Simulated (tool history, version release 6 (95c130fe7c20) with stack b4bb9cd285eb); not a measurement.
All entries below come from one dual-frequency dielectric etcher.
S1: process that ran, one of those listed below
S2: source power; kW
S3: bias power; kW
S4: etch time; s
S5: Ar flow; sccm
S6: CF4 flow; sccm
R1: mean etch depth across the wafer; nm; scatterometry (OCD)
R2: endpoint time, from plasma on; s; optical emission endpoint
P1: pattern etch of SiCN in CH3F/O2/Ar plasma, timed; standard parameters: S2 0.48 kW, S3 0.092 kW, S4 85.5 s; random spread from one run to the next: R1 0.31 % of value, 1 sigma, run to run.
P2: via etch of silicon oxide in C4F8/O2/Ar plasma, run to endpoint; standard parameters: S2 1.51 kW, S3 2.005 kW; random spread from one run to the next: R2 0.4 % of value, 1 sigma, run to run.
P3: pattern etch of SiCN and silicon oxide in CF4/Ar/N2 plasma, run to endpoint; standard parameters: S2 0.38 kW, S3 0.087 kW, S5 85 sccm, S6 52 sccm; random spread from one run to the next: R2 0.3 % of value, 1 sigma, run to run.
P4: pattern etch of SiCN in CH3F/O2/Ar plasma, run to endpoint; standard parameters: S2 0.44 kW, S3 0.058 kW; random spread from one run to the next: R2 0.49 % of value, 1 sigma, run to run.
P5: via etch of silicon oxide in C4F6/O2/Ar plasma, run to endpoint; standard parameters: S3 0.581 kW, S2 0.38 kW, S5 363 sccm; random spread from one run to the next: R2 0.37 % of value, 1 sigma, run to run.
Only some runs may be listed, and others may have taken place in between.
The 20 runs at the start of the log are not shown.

run 21 hour=282.5 | S1=P2 S2=1.51 S3=1.222 | R2=355.5
run 22 hour=294.4 | S1=P3 S2=0.38 S3=0.087 S5=111 S6=52 | R2=20.039
run 23 hour=304.8 | S1=P5 S2=0.38 S3=0.581 S5=234 | R2=14.148
run 24 hour=314.6 | S1=P5 S2=0.38 S3=0.581 S5=363 | R2=14.927
run 25 hour=332.1 | S1=P5 S2=0.54 S3=0.581 S5=363 | R2=13.134
run 26 hour=345.5 | S1=P1 S2=0.4 S3=0.109 S4=85.5 | R1=37.538
run 27 hour=359.7 | S1=P1 S2=0.3 S3=0.092 S4=85.5 | R1=31.776
run 28 hour=371.5 | S1=P3 S2=0.26 S3=0.087 S5=85 S6=52 | R2=26.922
run 29 hour=380.6 | S1=P1 S2=0.63 S3=0.092 S4=85.5 | R1=41.788
run 30 hour=397 | S1=P1 S2=0.48 S3=0.07 S4=123 | R1=49.334
run 31 hour=404.8 | S1=P1 S2=0.48 S3=0.092 S4=85.5 | R1=37.688

What does the tool deliver on the next run?
run 32 hour=420.4 | S1=P5 S2=0.38 S3=0.353 S5=363 | R2=?

Run 32 produced R2 17.904 s.
